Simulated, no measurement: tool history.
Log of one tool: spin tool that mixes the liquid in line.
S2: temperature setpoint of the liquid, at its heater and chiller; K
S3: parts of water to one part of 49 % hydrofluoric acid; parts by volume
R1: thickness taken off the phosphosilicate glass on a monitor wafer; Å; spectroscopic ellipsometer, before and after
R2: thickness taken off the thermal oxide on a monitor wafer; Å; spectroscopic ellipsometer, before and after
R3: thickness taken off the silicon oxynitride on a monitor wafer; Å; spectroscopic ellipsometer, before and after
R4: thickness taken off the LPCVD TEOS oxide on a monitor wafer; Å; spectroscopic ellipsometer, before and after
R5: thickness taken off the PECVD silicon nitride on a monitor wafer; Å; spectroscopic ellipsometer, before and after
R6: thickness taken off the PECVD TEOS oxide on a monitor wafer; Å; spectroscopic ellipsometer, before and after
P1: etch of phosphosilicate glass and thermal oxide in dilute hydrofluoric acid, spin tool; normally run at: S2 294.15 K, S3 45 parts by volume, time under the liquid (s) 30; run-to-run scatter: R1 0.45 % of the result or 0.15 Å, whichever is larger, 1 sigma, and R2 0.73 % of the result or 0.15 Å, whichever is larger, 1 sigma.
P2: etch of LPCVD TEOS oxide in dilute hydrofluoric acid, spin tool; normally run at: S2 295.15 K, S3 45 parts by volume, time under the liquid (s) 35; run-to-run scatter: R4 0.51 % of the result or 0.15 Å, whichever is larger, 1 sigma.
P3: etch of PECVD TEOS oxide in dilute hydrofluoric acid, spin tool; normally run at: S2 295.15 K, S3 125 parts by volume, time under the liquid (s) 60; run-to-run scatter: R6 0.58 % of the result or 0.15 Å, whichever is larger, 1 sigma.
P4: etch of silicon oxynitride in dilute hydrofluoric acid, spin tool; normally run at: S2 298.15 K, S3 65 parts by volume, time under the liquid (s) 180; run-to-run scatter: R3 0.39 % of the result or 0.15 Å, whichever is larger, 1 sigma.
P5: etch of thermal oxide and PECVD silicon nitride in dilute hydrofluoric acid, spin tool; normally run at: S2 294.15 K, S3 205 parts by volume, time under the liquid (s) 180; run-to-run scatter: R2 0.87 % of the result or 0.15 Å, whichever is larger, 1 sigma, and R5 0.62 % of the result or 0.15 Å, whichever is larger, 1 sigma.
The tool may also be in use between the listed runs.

Run 1, hour 7.8: process that ran P1, S2 294.15 K, S3 45 parts by volume, time under the liquid (s) 30. Result: R1 546.13 Å, R2 31.308 Å.
Run 2, hour 15.5: process that ran P4, S2 303.15 K, S3 65 parts by volume, time under the liquid (s) 180. Result: R3 84.055 Å.
Run 3, hour 25.0: process that ran P4, S2 298.15 K, S3 65 parts by volume, time under the liquid (s) 180. Result: R3 65.940 Å.
Run 4, hour 31.7: process that ran P1, S2 300.65 K, S3 20 parts by volume, time under the liquid (s) 30. Result: R1 1673.60 Å, R2 93.718 Å.
Run 5, hour 40.3: process that ran P2, S2 295.15 K, S3 45 parts by volume, time under the liquid (s) 35. Result: R4 269.07 Å.
Run 6, hour 46.2: process that ran P4, S2 298.15 K, S3 40 parts by volume, time under the liquid (s) 180. Result: R3 109.190 Å.
Run 7, hour 51.4: process that ran P4, S2 298.15 K, S3 65 parts by volume, time under the liquid (s) 180. Result: R3 66.087 Å.
Run 8, hour 60.4: process that ran P5, S2 294.15 K, S3 325 parts by volume, time under the liquid (s) 180. Result: R2 17.009 Å, R5 26.214 Å.
Run 9, hour 66.6: process that ran P5, S2 294.15 K, S3 205 parts by volume, time under the liquid (s) 180. Result: R2 30.117 Å, R5 41.512 Å.
Run 10, hour 73.9: process that ran P2, S2 295.15 K, S3 45 parts by volume, time under the liquid (s) 35. Result: R4 268.34 Å.
Run 11, hour 79.9: process that ran P3, S2 295.15 K, S3 125 parts by volume, time under the liquid (s) 60. Result: R6 79.123 Å.
Run 12, hour 86.2: process that ran P1, S2 297.65 K, S3 45 parts by volume, time under the liquid (s) 30. Result: R1 632.07 Å, R2 36.071 Å.
Run 13, hour 91.3: process that ran P5, S2 294.15 K, S3 205 parts by volume, time under the liquid (s) 70. Result: R2 11.518 Å, R5 16.363 Å.
Run 14, hour 98.4: process that ran P2, S2 299.65 K, S3 45 parts by volume, time under the liquid (s) 35. Result: R4 325.79 Å.
Run 15, hour 107.7: process that ran P1, S2 294.15 K, S3 45 parts by volume, time under the liquid (s) 15. Result: R1 273.94 Å, R2 15.072 Å.
Run 16, hour 113.5: process that ran P5, S2 294.15 K, S3 205 parts by volume, time under the liquid (s) 180. Result: R2 29.370 Å, R5 41.276 Å.
Run 17, hour 121.4: process that ran P1, S2 294.15 K, S3 60 parts by volume, time under the liquid (s) 30. Result: R1 402.13 Å, R2 22.795 Å.
Run 18, hour 130.5: process that ran P1, S2 294.15 K, S3 20 parts by volume, time under the liquid (s) 30. Result: R1 1277.50 Å, R2 72.412 Å.
At hour 134.9: hydrofluoric acid flow meter replaced.
Run 19, hour 136.9: process that ran P1, S2 294.15 K, S3 45 parts by volume, time under the liquid (s) 30. Result: R1 541.99 Å, R2 31.394 Å.
Run 20, hour 145.1: process that ran P1, S2 290.15 K, S3 25 parts by volume, time under the liquid (s) 30. Result: R1 843.42 Å, R2 47.487 Å.
Run 21, hour 150.2: process that ran P1, S2 294.15 K, S3 45 parts by volume, time under the liquid (s) 30. Result: R1 540.95 Å, R2 31.180 Å.
Run 22, hour 158.4: process that ran P3, S2 295.15 K, S3 125 parts by volume, time under the liquid (s) 15. Result: R6 20.050 Å.
Run 23, hour 165.7: process that ran P1, S2 294.15 K, S3 45 parts by volume, time under the liquid (s) 30. Result: R1 542.64 Å, R2 31.217 Å.
Run 24, hour 171.5: process that ran P2, S2 295.15 K, S3 45 parts by volume, time under the liquid (s) 65. Result: R4 498.54 Å.
Run 25, hour 176.4: process that ran P1, S2 290.15 K, S3 45 parts by volume, time under the liquid (s) 30. Result: R1 460.76 Å, R2 26.452 Å.
Run 26, hour 182.8: process that ran P5, S2 301.65 K, S3 205 parts by volume, time under the liquid (s) 180. Result: R2 39.471 Å, R5 66.102 Å.
Run 27, hour 187.9: process that ran P4, S2 298.15 K, S3 65 parts by volume, time under the liquid (s) 285. Result: R3 104.860 Å.
Run 28, hour 193.3: process that ran P1, S2 294.15 K, S3 45 parts by volume, time under the liquid (s) 30. Result: R1 549.23 Å, R2 30.751 Å.
Run 29, hour 201.4: process that ran P3, S2 295.15 K, S3 125 parts by volume, time under the liquid (s) 60. Result: R6 80.066 Å.
Run 30, hour 210.7: process that ran P1, S2 294.15 K, S3 45 parts by volume, time under the liquid (s) 30. Result: R1 546.19 Å, R2 31.133 Å.
Run 31, hour 220.5: process that ran P2, S2 295.15 K, S3 25 parts by volume, time under the liquid (s) 35. Result: R4 498.72 Å.
Run 32, hour 229.5: process that ran P3, S2 295.15 K, S3 65 parts by volume, time under the liquid (s) 60. Result: R6 164.170 Å.
Run 33, hour 238.0: process that ran P1, S2 294.15 K, S3 45 parts by volume, time under the liquid (s) 60. Result: R1 1091.20 Å, R2 62.178 Å.
Run 34, hour 247.7: process that ran P3, S2 291.15 K, S3 125 parts by volume, time under the liquid (s) 60. Result: R6 68.777 Å.
Run 35, hour 255.5: process that ran P1, S2 294.15 K, S3 45 parts by volume, time under the liquid (s) 30. Result: R1 544.91 Å, R2 31.267 Å.
Run 36, hour 265.5: process that ran P1, S2 294.15 K, S3 45 parts by volume, time under the liquid (s) 30. Result: R1 522.76 Å, R2 30.011 Å.
Run 37, hour 271.2: process that ran P1, S2 294.15 K, S3 45 parts by volume, time under the liquid (s) 30. Result: R1 518.70 Å, R2 29.197 Å.
Run 38, hour 278.1: process that ran P1, S2 294.15 K, S3 45 parts by volume, time under the liquid (s) 30. Result: R1 511.63 Å, R2 29.186 Å.
Run 39, hour 283.2: process that ran P1, S2 294.15 K, S3 45 parts by volume, time under the liquid (s) 30. Result: R1 508.93 Å, R2 28.689 Å.
Run 40, hour 293.1: process that ran P1, S2 294.15 K, S3 45 parts by volume, time under the liquid (s) 30. Result: R1 504.05 Å, R2 28.584 Å.
Run 41, hour 303.1: process that ran P1, S2 294.15 K, S3 45 parts by volume, time under the liquid (s) 30. Result: R1 503.17 Å, R2 28.679 Å.
Run 42, hour 308.8: process that ran P1, S2 294.15 K, S3 45 parts by volume, time under the liquid (s) 30. Result: R1 499.97 Å, R2 28.538 Å.
Run 43, hour 316.8: process that ran P1, S2 294.15 K, S3 45 parts by volume, time under the liquid (s) 30. Result: R1 502.04 Å, R2 28.594 Å.

What P1 gives has crept away from where it was. These 2 causes fit the log equally well, each at the size given:
A: liquid colder than its thermometer reads (K) = 1.98
B: hydrofluoric acid flow below the setpoint (%) = 7.63
The creep began at about hour 255.5.

4 check runs are offered, one wafer each, their results left as question marks. Which one tells the causes apart?
Run check 1, hour 324.8: process that ran P3, S2 295.15 K, S3 125 parts by volume, time under the liquid (s) 60. Result: R6 ?.
Run check 2, hour 324.8: process that ran P5, S2 294.15 K, S3 205 parts by volume, time under the liquid (s) 180. Result: R2 ?, R5 ?.
Run check 3, hour 324.8: process that ran P4, S2 298.15 K, S3 65 parts by volume, time under the liquid (s) 180. Result: R3 ?.
Run check 4, hour 324.8: process that ran P2, S2 295.15 K, S3 45 parts by volume, time under the liquid (s) 35. Result: R4 ?.

What each check would give under each cause:
  check  result    if A    if B
check 1      R6  74.046  73.184
check 2      R2  27.601  27.058
check 2      R5  36.276  38.224
check 3      R3  60.145  60.843
check 4      R4  247.18  247.09
How far apart the two closest causes lie, in the result that separates them most: check 1 1.17 %; check 2 5.23 %; check 3 1.16 %; check 4 0.04 %
Check 2 tells the causes apart: in the others they would give nearly the same result.

Then check 2 was run and gave: R2 26.729 Å; R5 38.248 Å. Which cause is it?

It is B: hydrofluoric acid flow below the setpoint (%).

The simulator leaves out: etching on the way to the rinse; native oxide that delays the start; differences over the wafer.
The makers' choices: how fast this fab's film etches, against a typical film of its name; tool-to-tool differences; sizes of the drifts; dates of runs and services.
